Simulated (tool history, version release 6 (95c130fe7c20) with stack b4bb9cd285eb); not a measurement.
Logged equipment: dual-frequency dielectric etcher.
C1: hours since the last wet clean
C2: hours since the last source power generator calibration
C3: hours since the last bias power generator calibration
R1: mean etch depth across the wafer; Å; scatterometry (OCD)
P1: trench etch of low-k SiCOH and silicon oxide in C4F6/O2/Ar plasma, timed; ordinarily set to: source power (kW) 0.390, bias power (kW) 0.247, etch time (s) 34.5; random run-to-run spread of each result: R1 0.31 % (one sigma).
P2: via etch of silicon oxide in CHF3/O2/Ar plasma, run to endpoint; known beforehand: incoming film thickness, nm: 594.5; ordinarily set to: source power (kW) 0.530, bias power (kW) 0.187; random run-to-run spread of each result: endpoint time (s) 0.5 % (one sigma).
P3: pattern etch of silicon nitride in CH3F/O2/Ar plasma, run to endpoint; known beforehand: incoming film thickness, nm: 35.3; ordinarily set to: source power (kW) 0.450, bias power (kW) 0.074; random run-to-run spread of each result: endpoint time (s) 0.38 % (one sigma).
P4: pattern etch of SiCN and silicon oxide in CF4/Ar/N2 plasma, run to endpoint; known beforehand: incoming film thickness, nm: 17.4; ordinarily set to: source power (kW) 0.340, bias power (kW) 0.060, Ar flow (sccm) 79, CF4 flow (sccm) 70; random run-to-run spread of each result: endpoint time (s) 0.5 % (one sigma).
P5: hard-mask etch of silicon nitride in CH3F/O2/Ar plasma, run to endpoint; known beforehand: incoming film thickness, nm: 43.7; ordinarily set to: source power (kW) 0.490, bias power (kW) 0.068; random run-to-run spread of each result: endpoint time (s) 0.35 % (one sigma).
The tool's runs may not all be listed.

run 1 hour=9.0 | process_that_ran=P1 source_power_(kW)=0.390 bias_power_(kW)=0.247 etch_time_(s)=34.5 | C1=207.4 C2=1731.1 C3=1129.5 | R1=1145.50
run 2 hour=16.8 | process_that_ran=P5 source_power_(kW)=0.660 bias_power_(kW)=0.068 | C1=215.2 C2=1738.9 C3=1137.3 | endpoint_time_(s)=52.708
run 3 hour=29.3 | process_that_ran=P1 source_power_(kW)=0.390 bias_power_(kW)=0.296 etch_time_(s)=34.5 | C1=227.7 C2=1751.4 C3=1149.8 | R1=1217.70
run 4 hour=36.9 | process_that_ran=P2 source_power_(kW)=0.530 bias_power_(kW)=0.254 | C1=235.3 C2=1759.0 C3=1157.4 | endpoint_time_(s)=275.310
-- hour=39.1 source power generator calibrated
run 5 hour=46.5 | process_that_ran=P1 source_power_(kW)=0.390 bias_power_(kW)=0.247 etch_time_(s)=34.5 | C1=244.9 C2=7.4 C3=1167.0 | R1=1142.90
run 6 hour=57.2 | process_that_ran=P5 source_power_(kW)=0.490 bias_power_(kW)=0.068 | C1=255.6 C2=18.1 C3=1177.7 | endpoint_time_(s)=59.699
run 7 hour=64.4 | process_that_ran=P3 source_power_(kW)=0.450 bias_power_(kW)=0.052 | C1=262.8 C2=25.3 C3=1184.9 | endpoint_time_(s)=54.979
run 8 hour=73.5 | process_that_ran=P1 source_power_(kW)=0.390 bias_power_(kW)=0.247 etch_time_(s)=34.5 | C1=271.9 C2=34.4 C3=1194.0 | R1=1143.90
run 9 hour=82.2 | process_that_ran=P1 source_power_(kW)=0.390 bias_power_(kW)=0.247 etch_time_(s)=21.0 | C1=280.6 C2=43.1 C3=1202.7 | R1=695.52
run 10 hour=94.3 | process_that_ran=P1 source_power_(kW)=0.390 bias_power_(kW)=0.247 etch_time_(s)=34.5 | C1=292.7 C2=55.2 C3=1214.8 | R1=1138.40
run 11 hour=101.1 | process_that_ran=P4 source_power_(kW)=0.340 bias_power_(kW)=0.085 Ar_flow_(sccm)=79 CF4_flow_(sccm)=70 | C1=299.5 C2=62.0 C3=1221.6 | endpoint_time_(s)=22.479
run 12 hour=113.2 | process_that_ran=P1 source_power_(kW)=0.390 bias_power_(kW)=0.247 etch_time_(s)=34.5 | C1=311.6 C2=74.1 C3=1233.7 | R1=1143.40
run 13 hour=124.3 | process_that_ran=P5 source_power_(kW)=0.490 bias_power_(kW)=0.091 | C1=322.7 C2=85.2 C3=1244.8 | endpoint_time_(s)=53.612
run 14 hour=135.8 | process_that_ran=P5 source_power_(kW)=0.490 bias_power_(kW)=0.068 | C1=334.2 C2=96.7 C3=1256.3 | endpoint_time_(s)=59.529
run 15 hour=142.6 | process_that_ran=P1 source_power_(kW)=0.260 bias_power_(kW)=0.247 etch_time_(s)=22.0 | C1=341.0 C2=103.5 C3=1263.1 | R1=623.11
run 16 hour=149.6 | process_that_ran=P4 source_power_(kW)=0.340 bias_power_(kW)=0.060 Ar_flow_(sccm)=79 CF4_flow_(sccm)=55 | C1=348.0 C2=110.5 C3=1270.1 | endpoint_time_(s)=26.474
run 17 hour=158.9 | process_that_ran=P4 source_power_(kW)=0.270 bias_power_(kW)=0.060 Ar_flow_(sccm)=79 CF4_flow_(sccm)=70 | C1=357.3 C2=119.8 C3=1279.4 | endpoint_time_(s)=31.273
run 18 hour=165.7 | process_that_ran=P2 source_power_(kW)=0.730 bias_power_(kW)=0.187 | C1=364.1 C2=126.6 C3=1286.2 | endpoint_time_(s)=269.160
run 19 hour=171.9 | process_that_ran=P4 source_power_(kW)=0.340 bias_power_(kW)=0.060 Ar_flow_(sccm)=79 CF4_flow_(sccm)=70 | C1=370.3 C2=132.8 C3=1292.4 | endpoint_time_(s)=25.224
run 20 hour=178.8 | process_that_ran=P1 source_power_(kW)=0.390 bias_power_(kW)=0.247 etch_time_(s)=42.5 | C1=377.2 C2=139.7 C3=1299.3 | R1=1406.90
run 21 hour=184.6 | process_that_ran=P4 source_power_(kW)=0.340 bias_power_(kW)=0.060 Ar_flow_(sccm)=47 CF4_flow_(sccm)=70 | C1=383.0 C2=145.5 C3=1305.1 | endpoint_time_(s)=23.943
run 22 hour=190.8 | process_that_ran=P3 source_power_(kW)=0.450 bias_power_(kW)=0.074 | C1=389.2 C2=151.7 C3=1311.3 | endpoint_time_(s)=48.996
run 23 hour=198.8 | process_that_ran=P1 source_power_(kW)=0.390 bias_power_(kW)=0.185 etch_time_(s)=34.5 | C1=397.2 C2=159.7 C3=1319.3 | R1=1035.20
run 24 hour=211.6 | process_that_ran=P2 source_power_(kW)=0.530 bias_power_(kW)=0.187 | C1=410.0 C2=172.5 C3=1332.1 | endpoint_time_(s)=305.080
run 25 hour=220.7 | process_that_ran=P1 source_power_(kW)=0.530 bias_power_(kW)=0.321 etch_time_(s)=34.5 | C1=419.1 C2=181.6 C3=1341.2 | R1=1399.50
run 26 hour=228.6 | process_that_ran=P1 source_power_(kW)=0.470 bias_power_(kW)=0.247 etch_time_(s)=34.5 | C1=427.0 C2=189.5 C3=1349.1 | R1=1228.30
run 27 hour=241.1 | process_that_ran=P3 source_power_(kW)=0.280 bias_power_(kW)=0.074 | C1=439.5 C2=202.0 C3=1361.6 | endpoint_time_(s)=58.699
run 28 hour=249.5 | process_that_ran=P2 source_power_(kW)=0.530 bias_power_(kW)=0.187 | C1=447.9 C2=210.4 C3=1370.0 | endpoint_time_(s)=308.500
run 29 hour=261.5 | process_that_ran=P3 source_power_(kW)=0.450 bias_power_(kW)=0.074 | C1=459.9 C2=222.4 C3=1382.0 | endpoint_time_(s)=48.708
run 30 hour=272.3 | process_that_ran=P1 source_power_(kW)=0.390 bias_power_(kW)=0.167 etch_time_(s)=49.0 | C1=470.7 C2=233.2 C3=1392.8 | R1=1432.50
run 31 hour=280.6 | process_that_ran=P1 source_power_(kW)=0.260 bias_power_(kW)=0.247 etch_time_(s)=34.5 | C1=479.0 C2=241.5 C3=1401.1 | R1=978.72
run 32 hour=289.6 | process_that_ran=P1 source_power_(kW)=0.390 bias_power_(kW)=0.247 etch_time_(s)=34.5 | C1=488.0 C2=250.5 C3=1410.1 | R1=1144.10
run 33 hour=301.2 | process_that_ran=P1 source_power_(kW)=0.390 bias_power_(kW)=0.247 etch_time_(s)=34.5 | C1=499.6 C2=262.1 C3=1421.7 | R1=1134.90
run 34 hour=311.4 | process_that_ran=P1 source_power_(kW)=0.390 bias_power_(kW)=0.247 etch_time_(s)=34.5 | C1=509.8 C2=272.3 C3=1431.9 | R1=1134.20
run 35 hour=318.9 | process_that_ran=P1 source_power_(kW)=0.390 bias_power_(kW)=0.247 etch_time_(s)=34.5 | C1=517.3 C2=279.8 C3=1439.4 | R1=1128.60
run 36 hour=327.5 | process_that_ran=P1 source_power_(kW)=0.390 bias_power_(kW)=0.247 etch_time_(s)=34.5 | C1=525.9 C2=288.4 C3=1448.0 | R1=1130.70
-- hour=330.4 wet clean of the chamber
run 37 hour=336.1 | process_that_ran=P1 source_power_(kW)=0.390 bias_power_(kW)=0.247 etch_time_(s)=34.5 | C1=5.7 C2=297.0 C3=1456.6 | R1=1126.70
run 38 hour=345.9 | process_that_ran=P1 source_power_(kW)=0.390 bias_power_(kW)=0.247 etch_time_(s)=34.5 | C1=15.5 C2=306.8 C3=1466.4 | R1=1130.90
run 39 hour=358.4 | process_that_ran=P1 source_power_(kW)=0.390 bias_power_(kW)=0.247 etch_time_(s)=34.5 | C1=28.0 C2=319.3 C3=1478.9 | R1=1127.50
run 40 hour=369.8 | process_that_ran=P1 source_power_(kW)=0.390 bias_power_(kW)=0.247 etch_time_(s)=34.5 | C1=39.4 C2=330.7 C3=1490.3 | R1=1128.10
run 41 hour=378.2 | process_that_ran=P1 source_power_(kW)=0.390 bias_power_(kW)=0.247 etch_time_(s)=34.5 | C1=47.8 C2=339.1 C3=1498.7 | R1=1121.70

The output of P1 has drifted from where it used to be. Each of the 2 causes below, taken at the size shown beside it, accounts for the log equally well:
A: bias power that arrives under what is set, % = 4.54
B: source power that arrives under what is set, % = 4
At approximately hour 289.6, the process output began to creep.
Ruled out, with reasons:
chamber walls in a state that lowers the etch rate, %: was serviced at hour 330.4, once the creep was under way, yet the earlier output never came back

Of the 4 check runs below, each run on 3 wafers with the results averaged and each result still a question mark, which one would tell the listed causes apart?
run check 1 hour=386.6 | process_that_ran=P2 source_power_(kW)=0.720 bias_power_(kW)=0.233 | endpoint_time_(s)=?
run check 2 hour=386.6 | process_that_ran=P4 source_power_(kW)=0.340 bias_power_(kW)=0.060 Ar_flow_(sccm)=79 CF4_flow_(sccm)=57 | endpoint_time_(s)=?
run check 3 hour=386.6 | process_that_ran=P5 source_power_(kW)=0.660 bias_power_(kW)=0.080 | endpoint_time_(s)=?
run check 4 hour=386.6 | process_that_ran=P3 source_power_(kW)=0.450 bias_power_(kW)=0.062 | endpoint_time_(s)=?

Expected result of each check under each candidate cause:
check=check_1 result=endpoint_time_(s) if_A=256.660 if_B=256.480
check=check_2 result=endpoint_time_(s) if_A=26.567 if_B=27.128
check=check_3 result=endpoint_time_(s) if_A=50.948 if_B=50.946
check=check_4 result=endpoint_time_(s) if_A=52.513 if_B=52.542
Minimum pairwise separation of causes per check, each pair taken at its best-separating result: check 1 0.07 %; check 2 2.09 %; check 3 0 %; check 4 0.05 %
Of the check runs offered, only check 2 discriminates between the causes; the rest would read about the same regardless of which cause applies.

Here is what check 2 returned: endpoint time (s) 26.499. Which cause is it?

The cause is A: bias power that arrives under what is set, %.
